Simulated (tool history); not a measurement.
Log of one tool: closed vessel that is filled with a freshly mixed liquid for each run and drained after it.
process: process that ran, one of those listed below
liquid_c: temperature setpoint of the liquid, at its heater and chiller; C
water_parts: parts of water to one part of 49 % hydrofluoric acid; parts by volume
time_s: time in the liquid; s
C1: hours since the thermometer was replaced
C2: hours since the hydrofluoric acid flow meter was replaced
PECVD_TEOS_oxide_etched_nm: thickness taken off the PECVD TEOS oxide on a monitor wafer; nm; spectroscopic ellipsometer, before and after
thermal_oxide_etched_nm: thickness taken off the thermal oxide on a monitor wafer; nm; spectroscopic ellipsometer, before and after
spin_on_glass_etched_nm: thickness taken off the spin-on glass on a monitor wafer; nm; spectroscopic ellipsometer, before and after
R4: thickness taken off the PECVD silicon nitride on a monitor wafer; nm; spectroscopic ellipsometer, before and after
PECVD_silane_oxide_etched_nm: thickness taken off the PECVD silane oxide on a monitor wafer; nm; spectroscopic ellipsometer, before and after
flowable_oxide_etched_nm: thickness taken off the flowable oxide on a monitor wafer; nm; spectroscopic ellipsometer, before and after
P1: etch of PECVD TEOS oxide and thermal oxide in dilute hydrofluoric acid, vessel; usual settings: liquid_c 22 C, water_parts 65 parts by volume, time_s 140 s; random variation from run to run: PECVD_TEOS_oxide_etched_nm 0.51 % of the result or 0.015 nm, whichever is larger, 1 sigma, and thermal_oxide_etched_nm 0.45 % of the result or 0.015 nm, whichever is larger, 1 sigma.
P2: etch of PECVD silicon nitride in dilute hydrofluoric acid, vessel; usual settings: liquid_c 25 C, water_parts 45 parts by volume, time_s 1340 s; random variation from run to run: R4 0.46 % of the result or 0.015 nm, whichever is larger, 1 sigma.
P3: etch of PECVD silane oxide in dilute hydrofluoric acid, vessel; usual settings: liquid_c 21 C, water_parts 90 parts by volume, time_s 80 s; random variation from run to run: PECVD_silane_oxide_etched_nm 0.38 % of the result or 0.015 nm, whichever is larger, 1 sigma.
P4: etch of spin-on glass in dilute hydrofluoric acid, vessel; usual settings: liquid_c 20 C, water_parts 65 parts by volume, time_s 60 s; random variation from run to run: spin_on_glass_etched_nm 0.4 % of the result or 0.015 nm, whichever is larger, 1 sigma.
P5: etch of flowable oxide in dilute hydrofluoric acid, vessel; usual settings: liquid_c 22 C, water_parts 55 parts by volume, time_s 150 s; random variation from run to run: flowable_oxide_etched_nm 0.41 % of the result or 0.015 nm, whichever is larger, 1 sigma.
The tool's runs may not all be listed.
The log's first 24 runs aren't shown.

run 25 hour=93.6 | process=P1 liquid_c=17 water_parts=65 time_s=140 | C1=540.2 C2=1853 | PECVD_TEOS_oxide_etched_nm=43.018 thermal_oxide_etched_nm=7.9889
run 26 hour=98.5 | process=P1 liquid_c=22 water_parts=65 time_s=280 | C1=545.1 C2=1857.9 | PECVD_TEOS_oxide_etched_nm=105.47 thermal_oxide_etched_nm=20.116
run 27 hour=102.2 | process=P4 liquid_c=20 water_parts=65 time_s=35 | C1=548.8 C2=1861.6 | spin_on_glass_etched_nm=17.814
run 28 hour=107.2 | process=P1 liquid_c=25.5 water_parts=40 time_s=140 | C1=553.8 C2=1866.6 | PECVD_TEOS_oxide_etched_nm=101.74 thermal_oxide_etched_nm=19.422
run 29 hour=110.4 | process=P2 liquid_c=25 water_parts=25 time_s=1340 | C1=557 C2=1869.8 | R4=94.985
run 30 hour=115.4 | process=P1 liquid_c=22 water_parts=90 time_s=140 | C1=562 C2=1874.8 | PECVD_TEOS_oxide_etched_nm=37.049 thermal_oxide_etched_nm=6.9174
run 31 hour=120.4 | process=P1 liquid_c=22 water_parts=65 time_s=140 | C1=567 C2=1879.8 | PECVD_TEOS_oxide_etched_nm=52.943 thermal_oxide_etched_nm=10.035
run 32 hour=123.7 | process=P1 liquid_c=22 water_parts=65 time_s=140 | C1=570.3 C2=1883.1 | PECVD_TEOS_oxide_etched_nm=52.575 thermal_oxide_etched_nm=9.9975
run 33 hour=126.3 | process=P1 liquid_c=22 water_parts=65 time_s=140 | C1=572.9 C2=1885.7 | PECVD_TEOS_oxide_etched_nm=51.462 thermal_oxide_etched_nm=9.5905

Run 34 comes next. What will it give?
run 34 hour=128.6 | process=P1 liquid_c=22 water_parts=65 time_s=140 | C1=575.2 C2=1888 | PECVD_TEOS_oxide_etched_nm=? thermal_oxide_etched_nm=?

Run 34 gave PECVD_TEOS_oxide_etched_nm 50.693 nm, thermal_oxide_etched_nm 9.5058 nm.
